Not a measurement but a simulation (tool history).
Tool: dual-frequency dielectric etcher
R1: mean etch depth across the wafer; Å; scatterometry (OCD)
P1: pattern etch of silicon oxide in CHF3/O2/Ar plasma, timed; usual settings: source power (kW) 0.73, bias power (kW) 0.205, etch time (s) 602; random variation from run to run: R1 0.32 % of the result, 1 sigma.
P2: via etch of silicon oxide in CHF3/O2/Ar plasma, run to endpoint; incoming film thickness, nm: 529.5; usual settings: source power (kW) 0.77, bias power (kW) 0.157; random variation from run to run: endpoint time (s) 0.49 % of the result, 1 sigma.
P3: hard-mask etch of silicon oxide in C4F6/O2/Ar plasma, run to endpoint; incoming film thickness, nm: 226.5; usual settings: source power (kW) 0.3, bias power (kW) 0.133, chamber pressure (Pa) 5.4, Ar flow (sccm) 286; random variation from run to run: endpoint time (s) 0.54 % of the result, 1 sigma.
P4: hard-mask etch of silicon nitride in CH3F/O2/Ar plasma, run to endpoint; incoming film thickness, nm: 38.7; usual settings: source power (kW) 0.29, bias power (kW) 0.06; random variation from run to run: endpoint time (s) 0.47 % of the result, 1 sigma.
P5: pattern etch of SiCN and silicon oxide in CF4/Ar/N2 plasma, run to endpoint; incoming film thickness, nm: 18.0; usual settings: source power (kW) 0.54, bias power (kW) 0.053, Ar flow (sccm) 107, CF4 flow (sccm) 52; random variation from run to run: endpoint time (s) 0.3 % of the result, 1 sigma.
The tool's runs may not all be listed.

run 1 hour=6.6 | process_that_ran=P1 source_power_(kW)=0.73 bias_power_(kW)=0.205 etch_time_(s)=602 | R1=13472
run 2 hour=9.5 | process_that_ran=P1 source_power_(kW)=0.98 bias_power_(kW)=0.205 etch_time_(s)=602 | R1=15018
run 3 hour=14.8 | process_that_ran=P3 source_power_(kW)=0.3 bias_power_(kW)=0.133 chamber_pressure_(Pa)=5.4 Ar_flow_(sccm)=177 | endpoint_time_(s)=86.961
-- hour=19.2 source power generator calibrated
run 4 hour=19.7 | process_that_ran=P5 source_power_(kW)=0.7 bias_power_(kW)=0.053 Ar_flow_(sccm)=107 CF4_flow_(sccm)=52 | endpoint_time_(s)=15.901
run 5 hour=22.6 | process_that_ran=P1 source_power_(kW)=0.73 bias_power_(kW)=0.149 etch_time_(s)=602 | R1=12050
run 6 hour=28.9 | process_that_ran=P3 source_power_(kW)=0.41 bias_power_(kW)=0.133 chamber_pressure_(Pa)=5.4 Ar_flow_(sccm)=286 | endpoint_time_(s)=81.09
run 7 hour=33.9 | process_that_ran=P5 source_power_(kW)=0.54 bias_power_(kW)=0.053 Ar_flow_(sccm)=77 CF4_flow_(sccm)=52 | endpoint_time_(s)=18.941
run 8 hour=39.3 | process_that_ran=P4 source_power_(kW)=0.19 bias_power_(kW)=0.06 | endpoint_time_(s)=81.094
run 9 hour=42.7 | process_that_ran=P1 source_power_(kW)=0.73 bias_power_(kW)=0.205 etch_time_(s)=602 | R1=13480
run 10 hour=45.9 | process_that_ran=P1 source_power_(kW)=0.73 bias_power_(kW)=0.145 etch_time_(s)=402 | R1=8044.4
run 11 hour=50.8 | process_that_ran=P3 source_power_(kW)=0.3 bias_power_(kW)=0.183 chamber_pressure_(Pa)=5.4 Ar_flow_(sccm)=286 | endpoint_time_(s)=82.189
-- hour=51.1 wet clean of the chamber
run 12 hour=57.2 | process_that_ran=P1 source_power_(kW)=0.73 bias_power_(kW)=0.205 etch_time_(s)=602 | R1=13446
run 13 hour=60.5 | process_that_ran=P1 source_power_(kW)=0.73 bias_power_(kW)=0.205 etch_time_(s)=602 | R1=13361
run 14 hour=63.6 | process_that_ran=P1 source_power_(kW)=0.73 bias_power_(kW)=0.205 etch_time_(s)=602 | R1=13394
run 15 hour=67.3 | process_that_ran=P5 source_power_(kW)=0.54 bias_power_(kW)=0.053 Ar_flow_(sccm)=107 CF4_flow_(sccm)=52 | endpoint_time_(s)=20.088
run 16 hour=72.7 | process_that_ran=P1 source_power_(kW)=0.73 bias_power_(kW)=0.205 etch_time_(s)=734.5 | R1=16376
run 17 hour=75.8 | process_that_ran=P2 source_power_(kW)=0.54 bias_power_(kW)=0.157 | endpoint_time_(s)=295.49
run 18 hour=81.2 | process_that_ran=P3 source_power_(kW)=0.3 bias_power_(kW)=0.133 chamber_pressure_(Pa)=5.4 Ar_flow_(sccm)=286 | endpoint_time_(s)=92.436
run 19 hour=85.5 | process_that_ran=P2 source_power_(kW)=0.77 bias_power_(kW)=0.157 | endpoint_time_(s)=255.84
run 20 hour=90.1 | process_that_ran=P1 source_power_(kW)=1.01 bias_power_(kW)=0.159 etch_time_(s)=602 | R1=14001
run 21 hour=94.6 | process_that_ran=P5 source_power_(kW)=0.54 bias_power_(kW)=0.033 Ar_flow_(sccm)=107 CF4_flow_(sccm)=52 | endpoint_time_(s)=23.364
run 22 hour=99.3 | process_that_ran=P1 source_power_(kW)=0.73 bias_power_(kW)=0.205 etch_time_(s)=471 | R1=10469
run 23 hour=102.3 | process_that_ran=P2 source_power_(kW)=0.77 bias_power_(kW)=0.217 | endpoint_time_(s)=231.06
run 24 hour=108 | process_that_ran=P5 source_power_(kW)=0.54 bias_power_(kW)=0.053 Ar_flow_(sccm)=107 CF4_flow_(sccm)=68 | endpoint_time_(s)=19.277
run 25 hour=113 | process_that_ran=P4 source_power_(kW)=0.29 bias_power_(kW)=0.072 | endpoint_time_(s)=64.304
run 26 hour=117.4 | process_that_ran=P3 source_power_(kW)=0.3 bias_power_(kW)=0.133 chamber_pressure_(Pa)=6.53 Ar_flow_(sccm)=286 | endpoint_time_(s)=93.299
run 27 hour=122 | process_that_ran=P1 source_power_(kW)=0.73 bias_power_(kW)=0.244 etch_time_(s)=602 | R1=14280
run 28 hour=126.3 | process_that_ran=P2 source_power_(kW)=0.77 bias_power_(kW)=0.157 | endpoint_time_(s)=257.95
run 29 hour=130.4 | process_that_ran=P4 source_power_(kW)=0.29 bias_power_(kW)=0.06 | endpoint_time_(s)=69.014
run 30 hour=133.3 | process_that_ran=P1 source_power_(kW)=0.51 bias_power_(kW)=0.205 etch_time_(s)=602 | R1=11675
run 31 hour=137 | process_that_ran=P1 source_power_(kW)=0.73 bias_power_(kW)=0.205 etch_time_(s)=602 | R1=13391
run 32 hour=141.4 | process_that_ran=P1 source_power_(kW)=0.73 bias_power_(kW)=0.205 etch_time_(s)=602 | R1=13539
run 33 hour=144.9 | process_that_ran=P1 source_power_(kW)=0.73 bias_power_(kW)=0.205 etch_time_(s)=602 | R1=13487
run 34 hour=151.3 | process_that_ran=P1 source_power_(kW)=0.73 bias_power_(kW)=0.205 etch_time_(s)=602 | R1=13499
run 35 hour=154.4 | process_that_ran=P1 source_power_(kW)=0.73 bias_power_(kW)=0.205 etch_time_(s)=602 | R1=13565
run 36 hour=159.3 | process_that_ran=P1 source_power_(kW)=0.73 bias_power_(kW)=0.205 etch_time_(s)=602 | R1=13538
run 37 hour=165.5 | process_that_ran=P1 source_power_(kW)=0.73 bias_power_(kW)=0.205 etch_time_(s)=602 | R1=13628
run 38 hour=168.7 | process_that_ran=P1 source_power_(kW)=0.73 bias_power_(kW)=0.205 etch_time_(s)=602 | R1=13545
-- hour=170.4 wet clean of the chamber
run 39 hour=174.9 | process_that_ran=P1 source_power_(kW)=0.73 bias_power_(kW)=0.205 etch_time_(s)=602 | R1=13638
run 40 hour=179.4 | process_that_ran=P1 source_power_(kW)=0.73 bias_power_(kW)=0.205 etch_time_(s)=602 | R1=13625
run 41 hour=182.6 | process_that_ran=P1 source_power_(kW)=0.73 bias_power_(kW)=0.205 etch_time_(s)=602 | R1=13670
run 42 hour=186.1 | process_that_ran=P1 source_power_(kW)=0.73 bias_power_(kW)=0.205 etch_time_(s)=602 | R1=13552

What P1 gives has crept away from where it was. These 2 causes fit the log equally well, each at the size given:
A: bias power that arrives over what is set, % = 4.8
B: source power that arrives over what is set, % = 4.29
The creep began at about hour 137.
Why every other cause is out:
chamber walls in a state that raises the etch rate, %: serviced at hour 170.4, which brought nothing back

4 check runs are offered, one wafer each, their results left as question marks. Which one tells the causes apart?
run check 1 hour=189.6 | process_that_ran=P4 source_power_(kW)=0.19 bias_power_(kW)=0.06 | endpoint_time_(s)=?
run check 2 hour=189.6 | process_that_ran=P2 source_power_(kW)=0.58 bias_power_(kW)=0.2 | endpoint_time_(s)=?
run check 3 hour=189.6 | process_that_ran=P3 source_power_(kW)=0.3 bias_power_(kW)=0.161 chamber_pressure_(Pa)=5.4 Ar_flow_(sccm)=286 | endpoint_time_(s)=?
run check 4 hour=189.6 | process_that_ran=P5 source_power_(kW)=0.54 bias_power_(kW)=0.035 Ar_flow_(sccm)=107 CF4_flow_(sccm)=63 | endpoint_time_(s)=?

What each check would give under each cause:
check=check_1 result=endpoint_time_(s) if_A=79.537 if_B=79.582
check=check_2 result=endpoint_time_(s) if_A=259.44 if_B=259.5
check=check_3 result=endpoint_time_(s) if_A=85.173 if_B=85.043
check=check_4 result=endpoint_time_(s) if_A=21.733 if_B=21.208
How far apart the two closest causes lie, in the result that separates them most: check 1 0.06 %; check 2 0.02 %; check 3 0.15 %; check 4 2.45 %
Check 4 tells the causes apart: in the others they would give nearly the same result.

Then check 4 was run and gave: endpoint time (s) 21.728. Which cause is it?

It is A: bias power that arrives over what is set, %.
